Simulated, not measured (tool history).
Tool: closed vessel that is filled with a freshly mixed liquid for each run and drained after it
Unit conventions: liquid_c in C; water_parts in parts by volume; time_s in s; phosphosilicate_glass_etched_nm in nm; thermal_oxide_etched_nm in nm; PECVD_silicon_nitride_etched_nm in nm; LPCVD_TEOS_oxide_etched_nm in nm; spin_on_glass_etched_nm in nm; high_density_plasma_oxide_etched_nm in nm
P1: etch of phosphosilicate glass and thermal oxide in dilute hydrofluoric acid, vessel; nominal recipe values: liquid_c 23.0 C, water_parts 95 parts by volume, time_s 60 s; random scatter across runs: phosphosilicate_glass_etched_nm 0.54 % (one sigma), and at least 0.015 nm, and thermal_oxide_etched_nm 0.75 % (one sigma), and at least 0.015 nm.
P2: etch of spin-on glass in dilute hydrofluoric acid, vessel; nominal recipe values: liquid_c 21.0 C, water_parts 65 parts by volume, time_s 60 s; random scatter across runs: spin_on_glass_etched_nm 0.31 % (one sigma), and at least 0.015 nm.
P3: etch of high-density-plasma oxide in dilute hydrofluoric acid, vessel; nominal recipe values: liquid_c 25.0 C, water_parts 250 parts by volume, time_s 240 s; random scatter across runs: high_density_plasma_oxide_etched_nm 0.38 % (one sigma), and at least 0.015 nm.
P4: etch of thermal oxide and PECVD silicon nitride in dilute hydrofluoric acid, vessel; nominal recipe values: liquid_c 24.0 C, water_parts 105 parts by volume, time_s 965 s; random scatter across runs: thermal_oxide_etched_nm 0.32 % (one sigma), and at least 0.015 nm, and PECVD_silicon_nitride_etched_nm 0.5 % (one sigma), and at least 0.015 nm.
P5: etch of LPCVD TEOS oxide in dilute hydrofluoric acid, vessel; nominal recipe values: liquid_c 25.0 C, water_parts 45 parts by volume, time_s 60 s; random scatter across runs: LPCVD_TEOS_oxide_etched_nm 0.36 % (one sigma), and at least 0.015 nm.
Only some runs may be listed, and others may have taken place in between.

| run | hour | process | liquid_c | water_parts | time_s | hours since the thermometer was replaced | hours since the hydrofluoric acid flow meter was replaced | phosphosilicate_glass_etched_nm | thermal_oxide_etched_nm | PECVD_silicon_nitride_etched_nm | LPCVD_TEOS_oxide_etched_nm | spin_on_glass_etched_nm | high_density_plasma_oxide_etched_nm |
|---|---|---|---|---|---|---|---|---|---|---|---|---|---|
| 1 | 5.0 | P1 | 23.0 | 95 | 60 | 856.3 | 446.5 | 69.640 | 2.89430 |  |  |  |  |
| 2 | 9.4 | P4 | 17.0 | 105 | 965 | 860.7 | 450.9 |  | 32.03700 | 9.8178 |  |  |  |
| 3 | 15.0 | P5 | 32.0 | 45 | 60 | 866.3 | 456.5 |  |  |  | 84.855 |  |  |
| 4 | 22.8 | P4 | 24.0 | 105 | 965 | 874.1 | 464.3 |  | 42.44300 | 15.6690 |  |  |  |
| 5 | 26.7 | P2 | 21.0 | 65 | 30 | 878.0 | 468.2 |  |  |  |  | 20.274 |  |
| 6 | 31.9 | P1 | 23.0 | 95 | 60 | 883.2 | 473.4 | 69.532 | 2.88560 |  |  |  |  |
| 7 | 36.0 | P1 | 23.0 | 40 | 60 | 887.3 | 477.5 | 175.270 | 7.34480 |  |  |  |  |
| 8 | 39.7 | P3 | 19.0 | 250 | 240 | 891.0 | 481.2 |  |  |  |  |  | 4.9862 |
| 9 | 43.4 | P2 | 21.0 | 95 | 60 | 894.7 | 484.9 |  |  |  |  | 26.572 |  |
| 10 | 49.0 | P5 | 25.0 | 45 | 30 | 900.3 | 490.5 |  |  |  | 32.092 |  |  |
| 11 | 53.0 | P1 | 19.5 | 95 | 60 | 904.3 | 494.5 | 59.779 | 2.53490 |  |  |  |  |
| 12 | 56.7 | P1 | 23.0 | 95 | 60 | 908.0 | 498.2 | 69.654 | 2.93320 |  |  |  |  |
| 13 | 64.2 | P5 | 25.0 | 45 | 60 | 915.5 | 505.7 |  |  |  | 63.985 |  |  |
| 14 | 70.7 | P1 | 23.0 | 95 | 115 | 922.0 | 512.2 | 133.650 | 5.47490 |  |  |  |  |
| 15 | 74.4 | P4 | 24.0 | 105 | 1555 | 925.7 | 515.9 |  | 68.52800 | 25.4510 |  |  |  |
| 16 | 78.3 | P1 | 23.0 | 95 | 60 | 929.6 | 519.8 | 69.156 | 2.88980 |  |  |  |  |
| 17 | 83.8 | P4 | 24.0 | 35 | 965 | 935.1 | 525.3 |  | 139.92000 | 46.5980 |  |  |  |
| 18 | 90.1 | P1 | 17.0 | 30 | 60 | 941.4 | 531.6 | 184.520 | 7.62890 |  |  |  |  |
| 19 | 96.6 | P3 | 25.0 | 250 | 50 | 947.9 | 538.1 |  |  |  |  |  | 1.3007 |
| 20 | 100.2 | P1 | 23.0 | 135 | 60 | 951.5 | 541.7 | 46.729 | 1.92910 |  |  |  |  |
| 21 | 104.4 | P1 | 23.0 | 95 | 60 | 955.7 | 545.9 | 69.461 | 2.91590 |  |  |  |  |
|  | 106.3 | hydrofluoric acid flow meter replaced |
| 22 | 109.5 | P1 | 23.0 | 170 | 35 | 960.8 | 3.2 | 20.930 | 0.87401 |  |  |  |  |
| 23 | 115.8 | P2 | 17.0 | 65 | 60 | 967.1 | 9.5 |  |  |  |  | 34.016 |  |
| 24 | 120.4 | P3 | 25.0 | 250 | 240 | 971.7 | 14.1 |  |  |  |  |  | 6.1998 |
| 25 | 126.2 | P1 | 23.0 | 95 | 30 | 977.5 | 19.9 | 34.486 | 1.43640 |  |  |  |  |
| 26 | 130.8 | P1 | 29.5 | 20 | 60 | 982.1 | 24.5 | 481.150 | 19.91200 |  |  |  |  |
| 27 | 136.1 | P5 | 25.0 | 75 | 60 | 987.4 | 29.8 |  |  |  | 36.899 |  |  |
| 28 | 142.9 | P1 | 28.5 | 95 | 60 | 994.2 | 36.6 | 86.307 | 3.59340 |  |  |  |  |
| 29 | 148.4 | P3 | 25.0 | 95 | 240 | 999.7 | 42.1 |  |  |  |  |  | 19.5390 |
| 30 | 154.2 | P2 | 21.0 | 65 | 60 | 1005.5 | 47.9 |  |  |  |  | 40.339 |  |

What will run 31 give?
| 31 | 157.8 | P2 | 21.0 | 65 | 60 | 1009.1 | 51.5 |  |  |  |  | ? |  |

For run 31 the tool returned spin_on_glass_etched_nm 40.273 nm.
